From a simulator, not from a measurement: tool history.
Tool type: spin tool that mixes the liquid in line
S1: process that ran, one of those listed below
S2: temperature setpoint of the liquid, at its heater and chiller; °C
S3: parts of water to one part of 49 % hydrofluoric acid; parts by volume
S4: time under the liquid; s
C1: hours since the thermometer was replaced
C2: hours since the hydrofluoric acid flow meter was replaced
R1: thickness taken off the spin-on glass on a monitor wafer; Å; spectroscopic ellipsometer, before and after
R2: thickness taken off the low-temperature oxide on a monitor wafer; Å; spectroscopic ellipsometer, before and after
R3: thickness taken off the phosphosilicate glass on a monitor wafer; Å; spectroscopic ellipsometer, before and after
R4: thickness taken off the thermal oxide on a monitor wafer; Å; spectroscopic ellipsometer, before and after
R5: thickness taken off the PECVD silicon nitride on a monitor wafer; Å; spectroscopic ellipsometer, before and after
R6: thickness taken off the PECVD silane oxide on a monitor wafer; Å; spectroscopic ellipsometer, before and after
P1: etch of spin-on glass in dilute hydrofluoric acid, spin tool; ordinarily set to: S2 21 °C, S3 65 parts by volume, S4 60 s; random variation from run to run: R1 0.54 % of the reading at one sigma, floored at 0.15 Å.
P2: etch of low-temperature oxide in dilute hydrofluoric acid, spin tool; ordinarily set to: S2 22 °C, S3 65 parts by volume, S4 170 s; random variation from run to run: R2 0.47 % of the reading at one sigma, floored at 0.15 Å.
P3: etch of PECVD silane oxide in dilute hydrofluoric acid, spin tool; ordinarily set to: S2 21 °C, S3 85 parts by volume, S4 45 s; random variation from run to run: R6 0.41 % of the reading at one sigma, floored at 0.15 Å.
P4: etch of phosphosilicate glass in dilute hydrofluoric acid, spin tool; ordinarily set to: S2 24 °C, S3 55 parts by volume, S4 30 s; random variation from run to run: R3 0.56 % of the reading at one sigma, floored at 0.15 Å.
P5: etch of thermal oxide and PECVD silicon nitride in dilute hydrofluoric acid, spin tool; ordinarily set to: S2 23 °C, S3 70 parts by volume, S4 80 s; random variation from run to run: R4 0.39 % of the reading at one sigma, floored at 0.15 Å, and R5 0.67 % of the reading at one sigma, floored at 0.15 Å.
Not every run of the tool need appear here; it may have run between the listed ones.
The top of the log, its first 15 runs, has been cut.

run	hour	S1	S2	S3	S4	C1	C2	R1	R2	R3	R4	R5	R6
16	193.1	P1	27	65	35	599.2	143.9	272.31					
17	206.9	P4	24	55	60	613.0	157.7			1684.70			
18	224.2	P5	23	130	80	630.3	175.0				27.655	22.7860	
19	241.1	P2	22	65	170	647.2	191.9		362.18				
20	250.7	P1	21	35	60	656.8	201.5	712.01					
21	264.7	P1	21	65	60	670.8	215.5	367.56					
22	279.0	P3	21	85	65	685.1	229.8						236.34
23	291.2	P3	21	85	45	697.3	242.0						163.60
24	298.8	P4	24	55	30	704.9	249.6			844.31			
25	315.9	P1	21	65	60	722.0	266.7	371.03					
26	329.1	P4	24	90	30	735.2	279.9			496.93			
27	344.8	P4	32	55	30	750.9	295.6			1167.00			
28	356.8	P5	23	70	80	762.9	307.6				54.845	41.6240	
29	369.2	P1	21	65	90	775.3	320.0	554.12					
30	381.3	P2	22	65	170	787.4	332.1		359.92				
31	396.0	P1	17	65	60	802.1	346.8	312.90					
32	412.9	P3	26	85	45	819.0	363.7						201.74

Expected results for the next run?
33	423.3	P1	21	65	60	829.4	374.1	?					

{"run 33": {"R1": 372.12}}
